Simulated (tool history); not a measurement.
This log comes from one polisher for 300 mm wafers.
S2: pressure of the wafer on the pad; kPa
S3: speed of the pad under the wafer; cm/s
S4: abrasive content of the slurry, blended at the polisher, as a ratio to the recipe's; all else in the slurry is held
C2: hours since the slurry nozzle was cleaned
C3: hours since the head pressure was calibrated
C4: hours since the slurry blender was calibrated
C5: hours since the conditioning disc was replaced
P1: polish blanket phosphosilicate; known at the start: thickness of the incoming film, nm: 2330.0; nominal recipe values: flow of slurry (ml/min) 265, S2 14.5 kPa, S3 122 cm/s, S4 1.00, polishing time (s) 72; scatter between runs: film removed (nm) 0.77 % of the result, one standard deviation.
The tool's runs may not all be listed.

Run 1, hour 8.0: flow of slurry (ml/min) 265, S2 14.5 kPa, S3 122 cm/s, S4 1.00, polishing time (s) 72; wafers polished on this pad 504; C2 198.6; C3 505.2; C4 285.6; C5 59.3. Result: film removed (nm) 519.96.
Run 2, hour 15.7: flow of slurry (ml/min) 265, S2 14.5 kPa, S3 122 cm/s, S4 0.60, polishing time (s) 72; wafers polished on this pad 552; C2 206.3; C3 512.9; C4 293.3; C5 67.0. Result: film removed (nm) 399.46.
Run 3, hour 24.2: flow of slurry (ml/min) 265, S2 14.5 kPa, S3 122 cm/s, S4 1.00, polishing time (s) 72; wafers polished on this pad 605; C2 214.8; C3 521.4; C4 301.8; C5 75.5. Result: film removed (nm) 514.85.
Run 4, hour 28.0: flow of slurry (ml/min) 265, S2 9.0 kPa, S3 122 cm/s, S4 1.00, polishing time (s) 72; wafers polished on this pad 628; C2 218.6; C3 525.2; C4 305.6; C5 79.3. Result: film removed (nm) 321.49.
Run 5, hour 35.5: flow of slurry (ml/min) 160, S2 14.5 kPa, S3 122 cm/s, S4 1.00, polishing time (s) 72; wafers polished on this pad 675; C2 226.1; C3 532.7; C4 313.1; C5 86.8. Result: film removed (nm) 484.93.
Run 6, hour 41.6: flow of slurry (ml/min) 265, S2 14.5 kPa, S3 122 cm/s, S4 1.00, polishing time (s) 72; wafers polished on this pad 713; C2 232.2; C3 538.8; C4 319.2; C5 92.9. Result: film removed (nm) 521.91.
Run 7, hour 49.2: flow of slurry (ml/min) 265, S2 14.5 kPa, S3 122 cm/s, S4 1.00, polishing time (s) 32; wafers polished on this pad 760; C2 239.8; C3 546.4; C4 326.8; C5 100.5. Result: film removed (nm) 230.25.
Run 8, hour 57.7: flow of slurry (ml/min) 265, S2 22.1 kPa, S3 122 cm/s, S4 1.00, polishing time (s) 72; wafers polished on this pad 813; C2 248.3; C3 554.9; C4 335.3; C5 109.0. Result: film removed (nm) 785.83.
Run 9, hour 63.6: flow of slurry (ml/min) 410, S2 14.5 kPa, S3 122 cm/s, S4 1.00, polishing time (s) 72; wafers polished on this pad 850; C2 254.2; C3 560.8; C4 341.2; C5 114.9. Result: film removed (nm) 538.59.
Run 10, hour 68.7: flow of slurry (ml/min) 265, S2 14.5 kPa, S3 122 cm/s, S4 1.00, polishing time (s) 72; wafers polished on this pad 881; C2 259.3; C3 565.9; C4 346.3; C5 120.0. Result: film removed (nm) 512.31.
Run 11, hour 72.9: flow of slurry (ml/min) 265, S2 14.5 kPa, S3 122 cm/s, S4 1.00, polishing time (s) 72; wafers polished on this pad 908; C2 263.5; C3 570.1; C4 350.5; C5 124.2. Result: film removed (nm) 519.50.
Run 12, hour 78.1: flow of slurry (ml/min) 265, S2 14.5 kPa, S3 122 cm/s, S4 1.35, polishing time (s) 72; wafers polished on this pad 940; C2 268.7; C3 575.3; C4 355.7; C5 129.4. Result: film removed (nm) 585.79.
Run 13, hour 84.0: flow of slurry (ml/min) 265, S2 14.5 kPa, S3 168 cm/s, S4 1.00, polishing time (s) 72; wafers polished on this pad 977; C2 274.6; C3 581.2; C4 361.6; C5 135.3. Result: film removed (nm) 662.87.
At hour 84.2: conditioning disc replaced and pad reconditioned.
Run 14, hour 89.4: flow of slurry (ml/min) 265, S2 14.5 kPa, S3 70 cm/s, S4 1.00, polishing time (s) 72; wafers polished on this pad 1010; C2 280.0; C3 586.6; C4 367.0; C5 5.2. Result: film removed (nm) 334.49.
Run 15, hour 94.7: flow of slurry (ml/min) 265, S2 14.5 kPa, S3 122 cm/s, S4 1.00, polishing time (s) 72; wafers polished on this pad 1043; C2 285.3; C3 591.9; C4 372.3; C5 10.5. Result: film removed (nm) 520.87.
Run 16, hour 101.5: flow of slurry (ml/min) 265, S2 14.5 kPa, S3 122 cm/s, S4 1.00, polishing time (s) 104; wafers polished on this pad 1085; C2 292.1; C3 598.7; C4 379.1; C5 17.3. Result: film removed (nm) 744.24.
Run 17, hour 108.6: flow of slurry (ml/min) 415, S2 14.5 kPa, S3 122 cm/s, S4 1.40, polishing time (s) 72; wafers polished on this pad 1129; C2 299.2; C3 605.8; C4 386.2; C5 24.4. Result: film removed (nm) 611.53.
Run 18, hour 116.5: flow of slurry (ml/min) 265, S2 14.5 kPa, S3 122 cm/s, S4 1.30, polishing time (s) 99; wafers polished on this pad 1179; C2 307.1; C3 613.7; C4 394.1; C5 32.3. Result: film removed (nm) 798.32.
Run 19, hour 124.2: flow of slurry (ml/min) 265, S2 14.5 kPa, S3 122 cm/s, S4 1.00, polishing time (s) 72; wafers polished on this pad 1226; C2 314.8; C3 621.4; C4 401.8; C5 40.0. Result: film removed (nm) 519.68.
Run 20, hour 128.8: flow of slurry (ml/min) 265, S2 14.5 kPa, S3 122 cm/s, S4 1.00, polishing time (s) 72; wafers polished on this pad 1255; C2 319.4; C3 626.0; C4 406.4; C5 44.6. Result: film removed (nm) 497.09.
Run 21, hour 136.5: flow of slurry (ml/min) 265, S2 14.5 kPa, S3 122 cm/s, S4 1.00, polishing time (s) 72; wafers polished on this pad 1303; C2 327.1; C3 633.7; C4 414.1; C5 52.3. Result: film removed (nm) 483.09.
Run 22, hour 144.5: flow of slurry (ml/min) 265, S2 14.5 kPa, S3 122 cm/s, S4 1.00, polishing time (s) 72; wafers polished on this pad 1353; C2 335.1; C3 641.7; C4 422.1; C5 60.3. Result: film removed (nm) 469.78.
At hour 146.2: head pressure recalibrated.
Run 23, hour 150.9: flow of slurry (ml/min) 265, S2 14.5 kPa, S3 122 cm/s, S4 1.00, polishing time (s) 72; wafers polished on this pad 1392; C2 341.5; C3 4.7; C4 428.5; C5 66.7. Result: film removed (nm) 459.10.
Run 24, hour 155.6: flow of slurry (ml/min) 265, S2 14.5 kPa, S3 122 cm/s, S4 1.00, polishing time (s) 72; wafers polished on this pad 1422; C2 346.2; C3 9.4; C4 433.2; C5 71.4. Result: film removed (nm) 455.62.
Run 25, hour 162.5: flow of slurry (ml/min) 265, S2 14.5 kPa, S3 122 cm/s, S4 1.00, polishing time (s) 72; wafers polished on this pad 1465; C2 353.1; C3 16.3; C4 440.1; C5 78.3. Result: film removed (nm) 453.34.
At hour 162.9: conditioning disc replaced and pad reconditioned.
Run 26, hour 170.9: flow of slurry (ml/min) 265, S2 14.5 kPa, S3 122 cm/s, S4 1.00, polishing time (s) 72; wafers polished on this pad 1517; C2 361.5; C3 24.7; C4 448.5; C5 8.1. Result: film removed (nm) 451.58.
Run 27, hour 175.1: flow of slurry (ml/min) 265, S2 14.5 kPa, S3 122 cm/s, S4 1.00, polishing time (s) 72; wafers polished on this pad 1543; C2 365.7; C3 28.9; C4 452.7; C5 12.3. Result: film removed (nm) 452.07.
Run 28, hour 181.5: flow of slurry (ml/min) 265, S2 14.5 kPa, S3 122 cm/s, S4 1.00, polishing time (s) 72; wafers polished on this pad 1583; C2 372.1; C3 35.3; C4 459.1; C5 18.7. Result: film removed (nm) 446.17.

The output of P1 has drifted from where it used to be. Each of the 2 causes below, taken at the size shown beside it, accounts for the log equally well:
A: removal rate lost through wear of the pad, % = 13
B: abrasive missing from the slurry, % = 24.8
The drift started at roughly hour 124.2.
Every other cause this tool's parts could produce, and why it does not fit the log:
slurry flow missing at the pad, %: capped at 40; at that size film removed (nm) would change by -6.4 %, too little to explain the creep or opposite to it
head's pressure below its setpoint, %: maintenance at hour 146.2, after the shift began, did not return the process to its former output
time polished since the conditioner stopped cutting, s: maintenance at hour 162.9, after the shift began, did not return the process to its former output

You are offered 4 check runs, listed below with question marks in place of their results; each one averages 3 wafers. Which run separates the listed causes by giving clearly different results for each?
Run check 1, hour 187.9: flow of slurry (ml/min) 265, S2 14.5 kPa, S3 154 cm/s, S4 1.00, polishing time (s) 72. Result: film removed (nm) ?.
Run check 2, hour 187.9: flow of slurry (ml/min) 380, S2 14.5 kPa, S3 122 cm/s, S4 1.00, polishing time (s) 32. Result: film removed (nm) ?.
Run check 3, hour 187.9: flow of slurry (ml/min) 400, S2 14.5 kPa, S3 122 cm/s, S4 0.60, polishing time (s) 72. Result: film removed (nm) ?.
Run check 4, hour 187.9: flow of slurry (ml/min) 265, S2 22.1 kPa, S3 78 cm/s, S4 1.00, polishing time (s) 72. Result: film removed (nm) ?.

Outcome of each check run for each possible cause:
  check             result    if A    if B
check 1  film removed (nm)  542.58  542.35
check 2  film removed (nm)  206.35  206.27
check 3  film removed (nm)  357.58  344.89
check 4  film removed (nm)  479.79  479.59
How far apart the two closest causes lie, in the result that separates them most: check 1 0.04 %; check 2 0.04 %; check 3 3.61 %; check 4 0.04 %
Check 3 distinguishes between the causes, while the remaining checks would return nearly the same result for all of them.

Then check 3 was run and gave: film removed (nm) 343.77. Which cause is it?

It was cause B: abrasive missing from the slurry, %.
